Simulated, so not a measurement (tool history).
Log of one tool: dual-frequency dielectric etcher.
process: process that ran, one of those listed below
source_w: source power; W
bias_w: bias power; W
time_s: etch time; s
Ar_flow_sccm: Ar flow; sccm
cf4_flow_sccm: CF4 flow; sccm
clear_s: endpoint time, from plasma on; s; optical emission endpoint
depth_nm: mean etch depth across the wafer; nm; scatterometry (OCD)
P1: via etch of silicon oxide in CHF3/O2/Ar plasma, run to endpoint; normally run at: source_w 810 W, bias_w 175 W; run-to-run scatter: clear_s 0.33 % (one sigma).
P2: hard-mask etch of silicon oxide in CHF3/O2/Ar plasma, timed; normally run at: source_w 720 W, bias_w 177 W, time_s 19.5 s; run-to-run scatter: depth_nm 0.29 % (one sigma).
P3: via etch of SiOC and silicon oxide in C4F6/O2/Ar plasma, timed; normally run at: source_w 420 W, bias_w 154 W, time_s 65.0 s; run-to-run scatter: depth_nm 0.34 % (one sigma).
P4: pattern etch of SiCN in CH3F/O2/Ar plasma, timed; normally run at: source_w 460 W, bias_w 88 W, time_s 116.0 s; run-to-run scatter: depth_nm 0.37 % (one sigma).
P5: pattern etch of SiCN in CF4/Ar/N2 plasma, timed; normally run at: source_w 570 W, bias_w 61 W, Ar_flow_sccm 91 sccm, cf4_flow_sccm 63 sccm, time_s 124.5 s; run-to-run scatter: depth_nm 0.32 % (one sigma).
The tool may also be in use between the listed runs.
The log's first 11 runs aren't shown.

Run 12, hour 138.8: process P1, source_w 810 W, bias_w 175 W. Result: clear_s 223.78 s.
Run 13, hour 155.4: process P2, source_w 720 W, bias_w 243 W, time_s 19.5 s. Result: depth_nm 44.629 nm.
Run 14, hour 169.9: process P3, source_w 420 W, bias_w 154 W, time_s 36.0 s. Result: depth_nm 37.849 nm.
Run 15, hour 181.7: process P1, source_w 1040 W, bias_w 175 W. Result: clear_s 202.24 s.
Run 16, hour 198.1: process P1, source_w 810 W, bias_w 238 W. Result: clear_s 201.48 s.
Run 17, hour 212.3: process P5, source_w 570 W, bias_w 74 W, time_s 124.5 s, Ar_flow_sccm 91 sccm, cf4_flow_sccm 63 sccm. Result: depth_nm 135.780 nm.
Run 18, hour 225.9: process P2, source_w 720 W, bias_w 177 W, time_s 19.5 s. Result: depth_nm 40.229 nm.
Run 19, hour 239.9: process P1, source_w 810 W, bias_w 175 W. Result: clear_s 221.87 s.
Run 20, hour 255.3: process P5, source_w 570 W, bias_w 61 W, time_s 91.0 s, Ar_flow_sccm 91 sccm, cf4_flow_sccm 63 sccm. Result: depth_nm 93.587 nm.
Run 21, hour 267.2: process P4, source_w 460 W, bias_w 88 W, time_s 116.0 s. Result: depth_nm 48.875 nm.
Run 22, hour 282.0: process P1, source_w 810 W, bias_w 175 W. Result: clear_s 223.05 s.
Run 23, hour 289.5: process P4, source_w 460 W, bias_w 118 W, time_s 116.0 s. Result: depth_nm 54.380 nm.
Run 24, hour 304.5: process P3, source_w 420 W, bias_w 154 W, time_s 65.0 s. Result: depth_nm 68.645 nm.
Run 25, hour 319.9: process P5, source_w 570 W, bias_w 61 W, time_s 124.5 s, Ar_flow_sccm 91 sccm, cf4_flow_sccm 87 sccm. Result: depth_nm 134.220 nm.
Run 26, hour 330.1: process P4, source_w 460 W, bias_w 88 W, time_s 161.0 s. Result: depth_nm 68.254 nm.
Run 27, hour 343.3: process P1, source_w 610 W, bias_w 141 W. Result: clear_s 265.29 s.
Run 28, hour 352.0: process P2, source_w 720 W, bias_w 177 W, time_s 11.5 s. Result: depth_nm 23.738 nm.
Run 29, hour 367.7: process P4, source_w 570 W, bias_w 88 W, time_s 116.0 s. Result: depth_nm 52.872 nm.
Run 30, hour 377.4: process P1, source_w 810 W, bias_w 175 W. Result: clear_s 222.87 s.
Run 31, hour 389.8: process P1, source_w 810 W, bias_w 175 W. Result: clear_s 224.69 s.
Run 32, hour 400.2: process P1, source_w 810 W, bias_w 175 W. Result: clear_s 225.31 s.
Run 33, hour 414.7: process P1, source_w 810 W, bias_w 175 W. Result: clear_s 227.51 s.
Run 34, hour 426.1: process P1, source_w 810 W, bias_w 175 W. Result: clear_s 225.95 s.
Run 35, hour 440.8: process P1, source_w 810 W, bias_w 175 W. Result: clear_s 227.53 s.
Run 36, hour 456.7: process P1, source_w 810 W, bias_w 175 W. Result: clear_s 226.35 s.

Forecast run 37:
At hour 463.2: wet clean of the chamber.
Run 37, hour 470.8: process P1, source_w 810 W, bias_w 175 W. Result: clear_s ?.

Run 37 gave clear_s 227.82 s.
